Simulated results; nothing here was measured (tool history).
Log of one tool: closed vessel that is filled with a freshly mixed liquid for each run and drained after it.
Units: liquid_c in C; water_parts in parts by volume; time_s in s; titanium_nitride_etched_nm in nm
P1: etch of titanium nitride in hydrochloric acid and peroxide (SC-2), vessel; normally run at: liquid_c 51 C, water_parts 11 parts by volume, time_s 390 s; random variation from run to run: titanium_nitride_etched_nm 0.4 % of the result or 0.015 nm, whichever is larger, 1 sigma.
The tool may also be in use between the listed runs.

| run | day | liquid_c | water_parts | time_s | hours since the thermometer was replaced | hours since the chemicals flow meter was replaced | hours since the drum of peroxide was connected | titanium_nitride_etched_nm |
|---|---|---|---|---|---|---|---|---|
| 1 | 0.346 | 51 | 11 | 390 | 1388.4 | 351.2 | 327 | 10.838 |
| 2 | 0.825 | 51 | 11 | 390 | 1399.9 | 362.7 | 338.5 | 10.857 |
| 3 | 1.525 | 51 | 11 | 45 | 1416.7 | 379.5 | 355.3 | 1.2357 |
| 4 | 2.262 | 51 | 11 | 390 | 1434.4 | 397.2 | 373 | 10.795 |
|  | 2.525 | chemicals flow meter replaced |
| 5 | 2.717 | 51 | 11 | 700 | 1445.3 | 4.6 | 383.9 | 19.458 |
| 6 | 3.438 | 51 | 11 | 390 | 1462.6 | 21.9 | 401.2 | 10.819 |
| 7 | 3.912 | 51 | 19.5 | 80 | 1474 | 33.3 | 412.6 | 1.3256 |
| 8 | 4.492 | 51 | 11 | 390 | 1487.9 | 47.2 | 426.5 | 10.787 |
| 9 | 4.933 | 51 | 11 | 390 | 1498.5 | 57.8 | 437.1 | 10.811 |
| 10 | 5.508 | 35 | 11 | 390 | 1512.3 | 71.6 | 450.9 | 3.5266 |
| 11 | 6.258 | 51 | 18 | 390 | 1530.3 | 89.6 | 468.9 | 6.9633 |
| 12 | 6.958 | 51 | 4 | 390 | 1547.1 | 106.4 | 485.7 | 23.358 |
| 13 | 7.392 | 65 | 11 | 390 | 1557.5 | 116.8 | 496.1 | 26.341 |
| 14 | 8.083 | 63 | 4 | 390 | 1574.1 | 133.4 | 512.7 | 50.376 |
| 15 | 8.512 | 51 | 11 | 390 | 1584.4 | 143.7 | 523 | 10.799 |
| 16 | 8.896 | 51 | 11 | 390 | 1593.6 | 152.9 | 532.2 | 11.081 |
| 17 | 9.65 | 51 | 11 | 390 | 1611.7 | 171 | 550.3 | 11.31 |
| 18 | 10.033 | 51 | 11 | 390 | 1620.9 | 180.2 | 559.5 | 11.385 |
| 19 | 10.717 | 51 | 11 | 390 | 1637.3 | 196.6 | 575.9 | 11.514 |
| 20 | 11.471 | 51 | 11 | 390 | 1655.4 | 214.7 | 594 | 11.635 |
| 21 | 11.846 | 51 | 11 | 390 | 1664.4 | 223.7 | 603 | 11.549 |
| 22 | 12.383 | 51 | 11 | 390 | 1677.3 | 236.6 | 615.9 | 11.629 |
| 23 | 13.167 | 51 | 11 | 390 | 1696.1 | 255.4 | 634.7 | 11.619 |

What P1 gives has crept away from where it was. These 2 causes fit the log equally well, each at the size given:
A: chemicals flow above the setpoint (%) = 8.92
B: liquid hotter than its thermometer reads (K) = 1.09
The creep began at about day 8.512.
Why every other cause is out:
peroxide weaker than its label (%): at most 8, which would move titanium_nitride_etched_nm by -7.4 %: too little, or the wrong way

4 check runs are offered, each on 3 wafers whose results are averaged, their results left as question marks. Which one tells the causes apart?
| check 1 | 13.95 | 51 | 11 | 645 |  |  |  | ? |
| check 2 | 13.95 | 64 | 11 | 390 |  |  |  | ? |
| check 3 | 13.95 | 38.5 | 11 | 390 |  |  |  | ? |
| check 4 | 13.95 | 36.5 | 4.5 | 390 |  |  |  | ? |

What each check would give under each cause:
| check | result | if A | if B |
|---|---|---|---|
| check 1 | titanium_nitride_etched_nm | 19.204 | 19.207 |
| check 2 | titanium_nitride_etched_nm | 26.582 | 26.442 |
| check 3 | titanium_nitride_etched_nm | 4.906 | 4.9357 |
| check 4 | titanium_nitride_etched_nm | 8.3806 | 8.5535 |
How far apart the two closest causes lie, in the result that separates them most: check 1 0.02 %; check 2 0.53 %; check 3 0.6 %; check 4 2.04 %
Check 4 tells the causes apart: in the others they would give nearly the same result.

Then check 4 was run and gave: titanium_nitride_etched_nm 8.3931 nm. Which cause is it?

It is A: chemicals flow above the setpoint (%).
